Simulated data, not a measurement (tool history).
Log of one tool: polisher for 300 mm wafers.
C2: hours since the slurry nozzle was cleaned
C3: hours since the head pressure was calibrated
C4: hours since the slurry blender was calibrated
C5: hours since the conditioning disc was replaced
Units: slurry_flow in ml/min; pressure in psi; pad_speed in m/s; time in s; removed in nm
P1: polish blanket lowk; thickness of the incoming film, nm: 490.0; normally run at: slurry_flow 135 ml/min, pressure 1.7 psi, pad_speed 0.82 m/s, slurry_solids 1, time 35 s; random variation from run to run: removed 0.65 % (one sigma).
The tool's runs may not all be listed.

run 1 hour=2.8 | slurry_flow=135 pressure=1.7 pad_speed=0.82 slurry_solids=1 time=35 | wafers_polished_on_this_pad=465 C2=243.1 C3=256.9 C4=60.7 C5=173.9 | removed=10.57
run 2 hour=7.5 | slurry_flow=205 pressure=1.7 pad_speed=0.82 slurry_solids=1 time=35 | wafers_polished_on_this_pad=517 C2=247.8 C3=261.6 C4=65.4 C5=178.6 | removed=11.34
run 3 hour=9.9 | slurry_flow=135 pressure=1.7 pad_speed=0.52 slurry_solids=1 time=35 | wafers_polished_on_this_pad=544 C2=250.2 C3=264 C4=67.8 C5=181 | removed=7.3406
run 4 hour=14.3 | slurry_flow=135 pressure=1.7 pad_speed=0.82 slurry_solids=0.6 time=35 | wafers_polished_on_this_pad=593 C2=254.6 C3=268.4 C4=72.2 C5=185.4 | removed=8.0743
run 5 hour=18 | slurry_flow=135 pressure=1.7 pad_speed=1.14 slurry_solids=1 time=35 | wafers_polished_on_this_pad=634 C2=258.3 C3=272.1 C4=75.9 C5=189.1 | removed=13.782
run 6 hour=22.3 | slurry_flow=100 pressure=1.7 pad_speed=0.82 slurry_solids=1 time=20 | wafers_polished_on_this_pad=682 C2=262.6 C3=276.4 C4=80.2 C5=193.4 | removed=5.6936
run 7 hour=26.7 | slurry_flow=135 pressure=1.7 pad_speed=0.82 slurry_solids=1 time=35 | wafers_polished_on_this_pad=731 C2=267 C3=280.8 C4=84.6 C5=197.8 | removed=10.508
run 8 hour=29.2 | slurry_flow=135 pressure=1.7 pad_speed=0.82 slurry_solids=1.35 time=35 | wafers_polished_on_this_pad=758 C2=269.5 C3=283.3 C4=87.1 C5=200.3 | removed=12.06
run 9 hour=32.4 | slurry_flow=135 pressure=1.7 pad_speed=0.82 slurry_solids=1 time=35 | wafers_polished_on_this_pad=794 C2=272.7 C3=286.5 C4=90.3 C5=203.5 | removed=10.482
run 10 hour=36.1 | slurry_flow=170 pressure=1.7 pad_speed=0.6 slurry_solids=1 time=35 | wafers_polished_on_this_pad=835 C2=276.4 C3=290.2 C4=94 C5=207.2 | removed=8.5391
run 11 hour=40.3 | slurry_flow=135 pressure=0.8 pad_speed=0.82 slurry_solids=1 time=35 | wafers_polished_on_this_pad=882 C2=280.6 C3=294.4 C4=98.2 C5=211.4 | removed=4.9779
run 12 hour=44.5 | slurry_flow=135 pressure=1.7 pad_speed=0.82 slurry_solids=1 time=35 | wafers_polished_on_this_pad=928 C2=284.8 C3=298.6 C4=102.4 C5=215.6 | removed=10.768
run 13 hour=48.2 | slurry_flow=135 pressure=1.7 pad_speed=0.82 slurry_solids=1 time=35 | wafers_polished_on_this_pad=970 C2=288.5 C3=302.3 C4=106.1 C5=219.3 | removed=10.535
run 14 hour=52.6 | slurry_flow=135 pressure=1.7 pad_speed=0.82 slurry_solids=1 time=49 | wafers_polished_on_this_pad=1018 C2=292.9 C3=306.7 C4=110.5 C5=223.7 | removed=14.739
-- hour=54.7 slurry blender recalibrated
run 15 hour=55.1 | slurry_flow=135 pressure=2.7 pad_speed=0.82 slurry_solids=1 time=35 | wafers_polished_on_this_pad=1046 C2=295.4 C3=309.2 C4=0.4 C5=226.2 | removed=16.771
run 16 hour=59.4 | slurry_flow=100 pressure=1.7 pad_speed=0.82 slurry_solids=1 time=35 | wafers_polished_on_this_pad=1094 C2=299.7 C3=313.5 C4=4.7 C5=230.5 | removed=9.804
run 17 hour=62.5 | slurry_flow=135 pressure=1.7 pad_speed=0.82 slurry_solids=1 time=35 | wafers_polished_on_this_pad=1128 C2=302.8 C3=316.6 C4=7.8 C5=233.6 | removed=10.629
run 18 hour=64.8 | slurry_flow=135 pressure=1.7 pad_speed=0.82 slurry_solids=1 time=35 | wafers_polished_on_this_pad=1154 C2=305.1 C3=318.9 C4=10.1 C5=235.9 | removed=10.673
run 19 hour=67.2 | slurry_flow=135 pressure=1.7 pad_speed=0.82 slurry_solids=0.6 time=52 | wafers_polished_on_this_pad=1181 C2=307.5 C3=321.3 C4=12.5 C5=238.3 | removed=12.065
run 20 hour=70 | slurry_flow=135 pressure=1.7 pad_speed=0.82 slurry_solids=1 time=16 | wafers_polished_on_this_pad=1212 C2=310.3 C3=324.1 C4=15.3 C5=241.1 | removed=4.8189
run 21 hour=74.1 | slurry_flow=135 pressure=1.7 pad_speed=0.82 slurry_solids=1 time=35 | wafers_polished_on_this_pad=1257 C2=314.4 C3=328.2 C4=19.4 C5=245.2 | removed=10.526
run 22 hour=76.6 | slurry_flow=135 pressure=1.7 pad_speed=0.82 slurry_solids=1 time=35 | wafers_polished_on_this_pad=1285 C2=316.9 C3=330.7 C4=21.9 C5=247.7 | removed=10.067
run 23 hour=79.9 | slurry_flow=135 pressure=1.7 pad_speed=0.82 slurry_solids=1 time=35 | wafers_polished_on_this_pad=1322 C2=320.2 C3=334 C4=25.2 C5=251 | removed=9.7025
-- hour=82.9 head pressure recalibrated
run 24 hour=84.1 | slurry_flow=135 pressure=1.7 pad_speed=0.82 slurry_solids=1 time=35 | wafers_polished_on_this_pad=1369 C2=324.4 C3=1.3 C4=29.4 C5=255.2 | removed=9.3553
run 25 hour=88 | slurry_flow=135 pressure=1.7 pad_speed=0.82 slurry_solids=1 time=35 | wafers_polished_on_this_pad=1412 C2=328.3 C3=5.2 C4=33.3 C5=259.1 | removed=9.2256
-- hour=88.4 conditioning disc replaced and pad reconditioned
-- hour=89.9 slurry nozzle cleaned
run 26 hour=90.3 | slurry_flow=135 pressure=1.7 pad_speed=0.82 slurry_solids=1 time=35 | wafers_polished_on_this_pad=1437 C2=0.4 C3=7.5 C4=35.6 C5=1.9 | removed=9.0778
run 27 hour=93.2 | slurry_flow=135 pressure=1.7 pad_speed=0.82 slurry_solids=1 time=35 | wafers_polished_on_this_pad=1470 C2=3.3 C3=10.4 C4=38.5 C5=4.8 | removed=9.1171
run 28 hour=95.5 | slurry_flow=135 pressure=1.7 pad_speed=0.82 slurry_solids=1 time=35 | wafers_polished_on_this_pad=1495 C2=5.6 C3=12.7 C4=40.8 C5=7.1 | removed=9.0267

What P1 gives has crept away from where it was. These 2 causes fit the log equally well, each at the size given:
A: abrasive missing from the slurry, % = 25.6
B: removal rate lost through wear of the pad, % = 13.5
The creep began at about hour 74.1.
Why every other cause is out:
slurry flow missing at the pad, %: serviced at hour 89.9, which brought nothing back
head's pressure below its setpoint, %: serviced at hour 82.9, which brought nothing back
time polished since the conditioner stopped cutting, s: serviced at hour 88.4, which brought nothing back

4 check runs are offered, each on 3 wafers whose results are averaged, their results left as question marks. Which one tells the causes apart?
run check 1 hour=97.8 | slurry_flow=135 pressure=1.2 pad_speed=0.82 slurry_solids=1 time=25 | removed=?
run check 2 hour=97.8 | slurry_flow=160 pressure=0.8 pad_speed=0.82 slurry_solids=1 time=35 | removed=?
run check 3 hour=97.8 | slurry_flow=135 pressure=2.4 pad_speed=0.82 slurry_solids=0.7 time=35 | removed=?
run check 4 hour=97.8 | slurry_flow=135 pressure=2.7 pad_speed=1.12 slurry_solids=1 time=35 | removed=?

What each check would give under each cause:
check=check_1 result=removed if_A=4.61 if_B=4.6113
check=check_2 result=removed if_A=4.4323 if_B=4.4336
check=check_3 result=removed if_A=10.525 if_B=10.806
check=check_4 result=removed if_A=18.635 if_B=18.64
How far apart the two closest causes lie, in the result that separates them most: check 1 0.03 %; check 2 0.03 %; check 3 2.64 %; check 4 0.03 %
Only check 3 tells the causes apart: in the others they would give nearly the same result.

Check 3 was then run and gave: removed 10.779 nm. Which cause is it?

It is B: removal rate lost through wear of the pad, %.
